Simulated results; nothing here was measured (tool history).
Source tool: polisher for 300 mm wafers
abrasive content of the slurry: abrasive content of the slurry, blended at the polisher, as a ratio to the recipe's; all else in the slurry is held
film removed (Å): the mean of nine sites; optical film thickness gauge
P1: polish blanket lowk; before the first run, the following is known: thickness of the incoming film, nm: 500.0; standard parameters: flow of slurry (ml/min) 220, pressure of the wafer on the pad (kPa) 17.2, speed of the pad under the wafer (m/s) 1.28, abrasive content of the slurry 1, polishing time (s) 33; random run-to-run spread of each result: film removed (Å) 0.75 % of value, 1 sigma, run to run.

run    day  flow of slurry (ml/min)  pressure of the wafer on the pad (kPa)  speed of the pad under the wafer (m/s)  abrasive content of the slurry  polishing time (s)  wafers polished on this pad  hours since the slurry nozzle was cleaned  hours since the head pressure was calibrated  hours since the slurry blender was calibrated  hours since the conditioning disc was replaced  film removed (Å)
  1  0.158                      220                                    17.2                                    1.28                               1                  33                          271                                      220.8                                         745.1                                          132.3                                              50            176.48
  2  0.421                      220                                    17.2                                    0.82                               1                  33                          331                                      227.1                                         751.4                                          138.6                                            56.3            123.42
  3  0.633                      220                                    17.2                                    1.28                               1                  24                          380                                      232.2                                         756.5                                          143.7                                            61.4            127.44
  4  0.883                      220                                     8.3                                    1.28                            0.65                  33                          437                                      238.2                                         762.5                                          149.7                                            67.4            66.792
  5  1.054                      220                                    17.2                                    1.28                               1                  33                          476                                      242.3                                         766.6                                          153.8                                            71.5            173.92
     1.171  -- slurry blender recalibrated
  6  1.183                      220                                    27.6                                    1.28                               1                  33                          505                                      245.4                                         769.7                                            0.3                                            74.6            281.14
  7  1.317                      220                                     7.6                                    1.28                               1                  33                          536                                      248.6                                         772.9                                            3.5                                            77.8            77.661
  8  1.488                      220                                    17.2                                    1.28                             0.5                  33                          575                                      252.7                                           777                                            7.6                                            81.9            119.94
     1.558  -- conditioning disc replaced and pad reconditioned
  9  1.729                      220                                    17.2                                    1.28                               1                  33                          630                                      258.5                                         782.8                                           13.4                                             4.1             176.1
 10  1.954                      220                                    17.2                                    1.28                             1.5                  33                          682                                      263.9                                         788.2                                           18.8                                             9.5            204.42
 11  2.217                      220                                    17.2                                    1.28                               1                  33                          742                                      270.2                                         794.5                                           25.1                                            15.8            174.14
 12  2.417                      220                                    17.2                                    2.02                               1                  33                          788                                        275                                         799.3                                           29.9                                            20.6            249.84
 13  2.592                      220                                    17.2                                    1.28                               1                  33                          828                                      279.2                                         803.5                                           34.1                                            24.8            174.19
 14  2.721                      130                                    17.2                                    1.28                            0.55                  33                          857                                      282.3                                         806.6                                           37.2                                            27.9            118.64
 15  2.946                      220                                    17.2                                    1.28                               1                  33                          909                                      287.7                                           812                                           42.6                                            33.3            177.52
 16  3.175                      340                                    17.2                                    1.28                               1                  33                          961                                      293.2                                         817.5                                           48.1                                            38.8            183.97
 17  3.317                      130                                    17.2                                    1.28                               1                  33                          994                                      296.6                                         820.9                                           51.5                                            42.2            163.41
 18  3.488                      220                                    17.2                                    1.28                               1                  33                         1033                                      300.7                                           825                                           55.6                                            46.3             177.5
 19  3.679                      220                                    17.2                                    1.28                               1                  53                         1076                                      305.3                                         829.6                                           60.2                                            50.9            283.88
 20  3.938                      220                                    17.2                                    1.28                               1                  33                         1136                                      311.5                                         835.8                                           66.4                                            57.1            174.85
 21  4.096                      220                                    17.2                                    1.28                               1                  33                         1172                                      315.3                                         839.6                                           70.2                                            60.9            170.05
 22  4.238                      220                                    17.2                                    1.28                               1                  33                         1204                                      318.7                                           843                                           73.6                                            64.3            165.86
 23  4.408                      220                                    17.2                                    1.28                               1                  33                         1243                                      322.8                                         847.1                                           77.7                                            68.4            161.88
     4.538  -- slurry nozzle cleaned
 24  4.654                      220                                    17.2                                    1.28                               1                  33                         1300                                        2.8                                           853                                           83.6                                            74.3            161.55
      4.75  -- conditioning disc replaced and pad reconditioned
     4.804  -- head pressure recalibrated
 25  4.875                      220                                    17.2                                    1.28                               1                  33                         1350                                        8.1                                           1.7                                           88.9                                             3.1            158.71
 26  5.058                      220                                    17.2                                    1.28                               1                  33                         1392                                       12.5                                           6.1                                           93.3                                             7.5            158.49
 27  5.325                      220                                    17.2                                    1.28                               1                  33                         1453                                       18.9                                          12.5                                           99.7                                            13.9            157.88

Something has made what P1 gives creep away from where it was; the 2 causes below, each at its own stated size, fit the log equally well:
A: removal rate lost through wear of the pad, % = 9.95
B: abrasive missing from the slurry, % = 19.6
Creep in the process output first set in at about day 3.938.
Ruled out, with reasons:
slurry flow missing at the pad, %: work on it at day 4.538, done after the drift set in, did not restore what the process gave before
head's pressure below its setpoint, %: work on it at day 4.804, done after the drift set in, did not restore what the process gave before
time polished since the conditioner stopped cutting, s: work on it at day 4.75, done after the drift set in, did not restore what the process gave before

Below are 4 check runs, each averaged over 5 wafers, with their results shown as question marks. Which of them would give clearly different results depending on which cause is behind the drift?
check 1  5.592                      165                                    17.2                                    1.28                               1                  33                                                                                                                                                                                                                                      ?
check 2  5.592                      340                                    17.2                                    0.92                               1                  33                                                                                                                                                                                                                                      ?
check 3  5.592                      220                                    25.5                                    1.28                               1                  33                                                                                                                                                                                                                                      ?
check 4  5.592                      130                                    17.2                                    1.28                            0.65                  33                                                                                                                                                                                                                                      ?

How each check would come out, cause by cause:
  check            result    if A    if B
check 1  film removed (Å)  151.56  151.51
check 2  film removed (Å)  126.48  126.45
check 3  film removed (Å)  233.48  233.42
check 4  film removed (Å)   116.7  113.99
Distance between the nearest two causes, measured in the result of the check that separates them most: check 1 0.03 %; check 2 0.03 %; check 3 0.03 %; check 4 2.35 %
Only in check 4 would the causes give clearly different results; in the remaining checks their results would be nearly the same.

Check 4 was then run and gave: film removed (Å) 113.73. Which cause is it?

The correct cause is B, namely: abrasive missing from the slurry, %.
